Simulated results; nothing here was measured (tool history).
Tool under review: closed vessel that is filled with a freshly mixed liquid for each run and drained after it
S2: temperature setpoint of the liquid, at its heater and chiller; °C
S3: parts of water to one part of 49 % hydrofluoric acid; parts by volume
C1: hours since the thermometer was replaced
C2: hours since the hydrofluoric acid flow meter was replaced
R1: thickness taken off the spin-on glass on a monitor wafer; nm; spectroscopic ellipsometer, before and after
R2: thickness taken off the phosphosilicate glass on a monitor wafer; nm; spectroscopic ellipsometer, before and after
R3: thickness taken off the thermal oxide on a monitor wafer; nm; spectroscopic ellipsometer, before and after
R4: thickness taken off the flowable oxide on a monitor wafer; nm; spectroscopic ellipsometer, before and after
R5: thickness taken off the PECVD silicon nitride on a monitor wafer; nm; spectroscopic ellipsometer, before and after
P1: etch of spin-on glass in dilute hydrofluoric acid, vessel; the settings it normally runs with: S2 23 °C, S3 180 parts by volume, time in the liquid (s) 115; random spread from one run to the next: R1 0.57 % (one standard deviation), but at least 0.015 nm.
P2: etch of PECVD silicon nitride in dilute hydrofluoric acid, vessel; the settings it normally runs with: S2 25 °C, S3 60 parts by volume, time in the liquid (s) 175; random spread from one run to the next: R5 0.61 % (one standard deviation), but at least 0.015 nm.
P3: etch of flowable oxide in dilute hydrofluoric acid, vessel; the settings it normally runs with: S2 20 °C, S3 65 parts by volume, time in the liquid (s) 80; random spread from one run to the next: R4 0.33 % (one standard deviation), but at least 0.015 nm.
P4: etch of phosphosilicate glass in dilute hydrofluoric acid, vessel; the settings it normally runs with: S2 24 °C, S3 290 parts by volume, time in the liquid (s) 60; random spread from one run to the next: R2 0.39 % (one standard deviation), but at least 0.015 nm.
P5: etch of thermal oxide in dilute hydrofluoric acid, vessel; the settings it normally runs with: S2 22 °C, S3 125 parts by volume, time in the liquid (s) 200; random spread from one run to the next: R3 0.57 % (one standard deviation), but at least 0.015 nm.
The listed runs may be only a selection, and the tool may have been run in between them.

{"run": 1, "hour": 5.9, "process that ran": "P1", "S2": 23, "S3": 180, "time in the liquid (s)": 115, "C1": 1862.4, "C2": 553.5, "R1": 27.516}
{"run": 2, "hour": 12.0, "process that ran": "P4", "S2": 24, "S3": 85, "time in the liquid (s)": 60, "C1": 1868.5, "C2": 559.6, "R2": 48.813}
{"run": 3, "hour": 18.0, "process that ran": "P5", "S2": 22, "S3": 125, "time in the liquid (s)": 65, "C1": 1874.5, "C2": 565.6, "R3": 1.9997}
{"run": 4, "hour": 24.2, "process that ran": "P1", "S2": 23, "S3": 180, "time in the liquid (s)": 30, "C1": 1880.7, "C2": 571.8, "R1": 7.1322}
{"run": 5, "hour": 27.9, "process that ran": "P1", "S2": 23, "S3": 180, "time in the liquid (s)": 115, "C1": 1884.4, "C2": 575.5, "R1": 27.526}
{"run": 6, "hour": 32.2, "process that ran": "P5", "S2": 22, "S3": 125, "time in the liquid (s)": 200, "C1": 1888.7, "C2": 579.8, "R3": 6.1119}
{"run": 7, "hour": 35.8, "process that ran": "P1", "S2": 23, "S3": 180, "time in the liquid (s)": 115, "C1": 1892.3, "C2": 583.4, "R1": 27.1}
{"run": 8, "hour": 42.1, "process that ran": "P5", "S2": 29.5, "S3": 125, "time in the liquid (s)": 200, "C1": 1898.6, "C2": 589.7, "R3": 8.1506}
{"run": 9, "hour": 46.3, "process that ran": "P4", "S2": 28, "S3": 290, "time in the liquid (s)": 60, "C1": 1902.8, "C2": 593.9, "R2": 13.034}
{"run": 10, "hour": 51.6, "process that ran": "P3", "S2": 20, "S3": 110, "time in the liquid (s)": 80, "C1": 1908.1, "C2": 599.2, "R4": 19.15}
{"run": 11, "hour": 57.9, "process that ran": "P4", "S2": 24, "S3": 290, "time in the liquid (s)": 60, "C1": 1914.4, "C2": 605.5, "R2": 11.39}
{"run": 12, "hour": 62.5, "process that ran": "P2", "S2": 25, "S3": 60, "time in the liquid (s)": 175, "C1": 1919, "C2": 610.1, "R5": 5.1041}
{"run": 13, "hour": 66.9, "process that ran": "P4", "S2": 24, "S3": 290, "time in the liquid (s)": 30, "C1": 1923.4, "C2": 614.5, "R2": 5.6539}
{"run": 14, "hour": 72.8, "process that ran": "P3", "S2": 20, "S3": 65, "time in the liquid (s)": 35, "C1": 1929.3, "C2": 620.4, "R4": 14.761}
{"run": 15, "hour": 78.8, "process that ran": "P1", "S2": 23, "S3": 180, "time in the liquid (s)": 115, "C1": 1935.3, "C2": 626.4, "R1": 27.42}
{"run": 16, "hour": 82.3, "process that ran": "P1", "S2": 18, "S3": 180, "time in the liquid (s)": 115, "C1": 1938.8, "C2": 629.9, "R1": 22.509}
{"run": 17, "hour": 86.8, "process that ran": "P1", "S2": 23, "S3": 180, "time in the liquid (s)": 115, "C1": 1943.3, "C2": 634.4, "R1": 27.385}
{"run": 18, "hour": 89.8, "process that ran": "P5", "S2": 22, "S3": 125, "time in the liquid (s)": 200, "C1": 1946.3, "C2": 637.4, "R3": 6.1445}
{"run": 19, "hour": 93.2, "process that ran": "P1", "S2": 23, "S3": 180, "time in the liquid (s)": 210, "C1": 1949.7, "C2": 640.8, "R1": 49.605}
{"run": 20, "hour": 98.1, "process that ran": "P3", "S2": 20, "S3": 65, "time in the liquid (s)": 80, "C1": 1954.6, "C2": 645.7, "R4": 33.913}
{"run": 21, "hour": 101.0, "process that ran": "P1", "S2": 23, "S3": 75, "time in the liquid (s)": 115, "C1": 1957.5, "C2": 648.6, "R1": 74.535}
{"run": 22, "hour": 106.3, "process that ran": "P1", "S2": 27.5, "S3": 180, "time in the liquid (s)": 115, "C1": 1962.8, "C2": 653.9, "R1": 32.439}
{"run": 23, "hour": 109.1, "process that ran": "P1", "S2": 30, "S3": 180, "time in the liquid (s)": 190, "C1": 1965.6, "C2": 656.7, "R1": 58.723}
{"run": 24, "hour": 113.7, "process that ran": "P5", "S2": 22, "S3": 80, "time in the liquid (s)": 200, "C1": 1970.2, "C2": 661.3, "R3": 10.16}
{"run": 25, "hour": 117.5, "process that ran": "P2", "S2": 25, "S3": 60, "time in the liquid (s)": 340, "C1": 1974, "C2": 665.1, "R5": 9.9963}
{"run": 26, "hour": 122.3, "process that ran": "P2", "S2": 29, "S3": 60, "time in the liquid (s)": 175, "C1": 1978.8, "C2": 669.9, "R5": 6.6055}
{"run": 27, "hour": 125.1, "process that ran": "P1", "S2": 23, "S3": 180, "time in the liquid (s)": 115, "C1": 1981.6, "C2": 672.7, "R1": 27.012}
{"run": 28, "hour": 128.3, "process that ran": "P2", "S2": 25, "S3": 105, "time in the liquid (s)": 175, "C1": 1984.8, "C2": 675.9, "R5": 2.9324}
{"run": 29, "hour": 131.3, "process that ran": "P1", "S2": 23, "S3": 180, "time in the liquid (s)": 115, "C1": 1987.8, "C2": 678.9, "R1": 27.01}
{"run": 30, "hour": 136.5, "process that ran": "P3", "S2": 27.5, "S3": 65, "time in the liquid (s)": 80, "C1": 1993, "C2": 684.1, "R4": 45.819}
{"run": 31, "hour": 141.7, "process that ran": "P1", "S2": 23, "S3": 310, "time in the liquid (s)": 115, "C1": 1998.2, "C2": 689.3, "R1": 13.928}
{"run": 32, "hour": 147.9, "process that ran": "P3", "S2": 20, "S3": 65, "time in the liquid (s)": 80, "C1": 2004.4, "C2": 695.5, "R4": 33.813}
{"run": 33, "hour": 150.7, "process that ran": "P1", "S2": 23, "S3": 180, "time in the liquid (s)": 115, "C1": 2007.2, "C2": 698.3, "R1": 27.337}
{"run": 34, "hour": 154.6, "process that ran": "P1", "S2": 23, "S3": 180, "time in the liquid (s)": 115, "C1": 2011.1, "C2": 702.2, "R1": 27.97}
{"run": 35, "hour": 157.6, "process that ran": "P1", "S2": 23, "S3": 180, "time in the liquid (s)": 115, "C1": 2014.1, "C2": 705.2, "R1": 28.286}
{"run": 36, "hour": 160.7, "process that ran": "P1", "S2": 23, "S3": 180, "time in the liquid (s)": 115, "C1": 2017.2, "C2": 708.3, "R1": 28.471}
{"run": 37, "hour": 165.9, "process that ran": "P1", "S2": 23, "S3": 180, "time in the liquid (s)": 115, "C1": 2022.4, "C2": 713.5, "R1": 28.835}
{"run": 38, "hour": 171.6, "process that ran": "P1", "S2": 23, "S3": 180, "time in the liquid (s)": 115, "C1": 2028.1, "C2": 719.2, "R1": 28.681}
{"run": 39, "hour": 177.0, "process that ran": "P1", "S2": 23, "S3": 180, "time in the liquid (s)": 115, "C1": 2033.5, "C2": 724.6, "R1": 28.964}
{"run": 40, "hour": 180.6, "process that ran": "P1", "S2": 23, "S3": 180, "time in the liquid (s)": 115, "C1": 2037.1, "C2": 728.2, "R1": 28.678}

Something has made what P1 gives creep away from where it was; the 2 causes below, each at its own stated size, fit the log equally well:
A: hydrofluoric acid flow above the setpoint (%) = 5.3
B: liquid hotter than its thermometer reads (K) = 1.64
The process output started creeping at around hour 150.7.

Consider the 4 single-wafer check runs listed below, results given as question marks: which one distinguishes between the causes by giving clearly different results for each?
{"run": "check 1", "hour": 184.2, "process that ran": "P5", "S2": 28, "S3": 125, "time in the liquid (s)": 130, "R3": "?"}
{"run": "check 2", "hour": 184.2, "process that ran": "P2", "S2": 25, "S3": 60, "time in the liquid (s)": 280, "R5": "?"}
{"run": "check 3", "hour": 184.2, "process that ran": "P4", "S2": 24, "S3": 105, "time in the liquid (s)": 30, "R2": "?"}
{"run": "check 4", "hour": 184.2, "process that ran": "P3", "S2": 27.5, "S3": 90, "time in the liquid (s)": 80, "R4": "?"}

Expected result of each check under each candidate cause:
check=check_1 result=R3 if_A=5.3417 if_B=5.3473
check=check_2 result=R5 if_A=8.5708 if_B=9.0807
check=check_3 result=R2 if_A=20.35 if_B=20.476
check=check_4 result=R4 if_A=34.031 if_B=34.207
Per check, the gap between the least separated pair of causes, taken in the result that splits them most: check 1 0.11 %; check 2 5.78 %; check 3 0.62 %; check 4 0.52 %
Check 2 is the one run that separates the causes; every other check would come out nearly the same whichever cause is at work.

Check 2 was then run and gave: R5 8.5833 nm. Which cause is it?

It is A: hydrofluoric acid flow above the setpoint (%).
